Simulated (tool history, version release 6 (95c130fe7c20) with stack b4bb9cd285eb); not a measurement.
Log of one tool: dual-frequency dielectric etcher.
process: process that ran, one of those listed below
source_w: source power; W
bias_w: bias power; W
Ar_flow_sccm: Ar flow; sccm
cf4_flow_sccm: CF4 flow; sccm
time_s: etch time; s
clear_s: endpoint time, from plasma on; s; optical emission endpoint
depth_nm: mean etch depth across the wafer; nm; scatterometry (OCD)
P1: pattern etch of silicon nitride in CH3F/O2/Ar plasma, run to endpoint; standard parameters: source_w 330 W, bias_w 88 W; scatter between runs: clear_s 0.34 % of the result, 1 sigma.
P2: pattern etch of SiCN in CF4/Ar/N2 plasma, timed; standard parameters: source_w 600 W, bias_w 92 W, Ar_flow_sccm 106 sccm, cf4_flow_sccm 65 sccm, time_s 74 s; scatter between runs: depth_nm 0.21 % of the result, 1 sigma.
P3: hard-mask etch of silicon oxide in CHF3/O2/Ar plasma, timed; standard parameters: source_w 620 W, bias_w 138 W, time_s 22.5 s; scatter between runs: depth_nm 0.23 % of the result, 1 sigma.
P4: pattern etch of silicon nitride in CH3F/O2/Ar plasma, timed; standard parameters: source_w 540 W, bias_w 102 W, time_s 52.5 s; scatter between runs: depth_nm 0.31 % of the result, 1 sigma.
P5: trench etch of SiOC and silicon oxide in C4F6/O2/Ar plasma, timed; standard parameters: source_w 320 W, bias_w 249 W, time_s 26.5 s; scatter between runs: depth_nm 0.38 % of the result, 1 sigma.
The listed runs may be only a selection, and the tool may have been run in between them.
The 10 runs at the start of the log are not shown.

| run | hour | process | source_w | bias_w | Ar_flow_sccm | cf4_flow_sccm | time_s | hours since the last wet clean | hours since the last source power generator calibration | hours since the last bias power generator calibration | clear_s | depth_nm |
|---|---|---|---|---|---|---|---|---|---|---|---|---|
| 11 | 114.5 | P5 | 320 | 249 |  |  | 19.5 | 249.4 | 2942.2 | 2306.5 |  | 38.094 |
| 12 | 126.3 | P4 | 540 | 102 |  |  | 52.5 | 261.2 | 2954 | 2318.3 |  | 46.061 |
| 13 | 133.1 | P5 | 320 | 200 |  |  | 26.5 | 268 | 2960.8 | 2325.1 |  | 47.7 |
| 14 | 143.6 | P1 | 330 | 88 |  |  |  | 278.5 | 2971.3 | 2335.6 | 33.082 |  |
| 15 | 156.3 | P1 | 330 | 88 |  |  |  | 291.2 | 2984 | 2348.3 | 33.073 |  |
| 16 | 163.2 | P1 | 330 | 64 |  |  |  | 298.1 | 2990.9 | 2355.2 | 36.988 |  |
| 17 | 175.6 | P3 | 620 | 138 |  |  | 17.5 | 310.5 | 3003.3 | 2367.6 |  | 32.291 |
| 18 | 188 | P4 | 540 | 138 |  |  | 52.5 | 322.9 | 3015.7 | 2380 |  | 51.877 |
| 19 | 197.3 | P5 | 320 | 249 |  |  | 26.5 | 332.2 | 3025 | 2389.3 |  | 51.706 |
| 20 | 204.8 | P5 | 440 | 249 |  |  | 26.5 | 339.7 | 3032.5 | 2396.8 |  | 58.372 |
| 21 | 213.8 | P3 | 620 | 138 |  |  | 22.5 | 348.7 | 3041.5 | 2405.8 |  | 41.465 |

Run 22 comes next. What will it give?
| 22 | 227.8 | P2 | 600 | 92 | 106 | 51 | 74 | 362.7 | 3055.5 | 2419.8 |  | ? |

Run 22 gave depth_nm 83.603 nm.
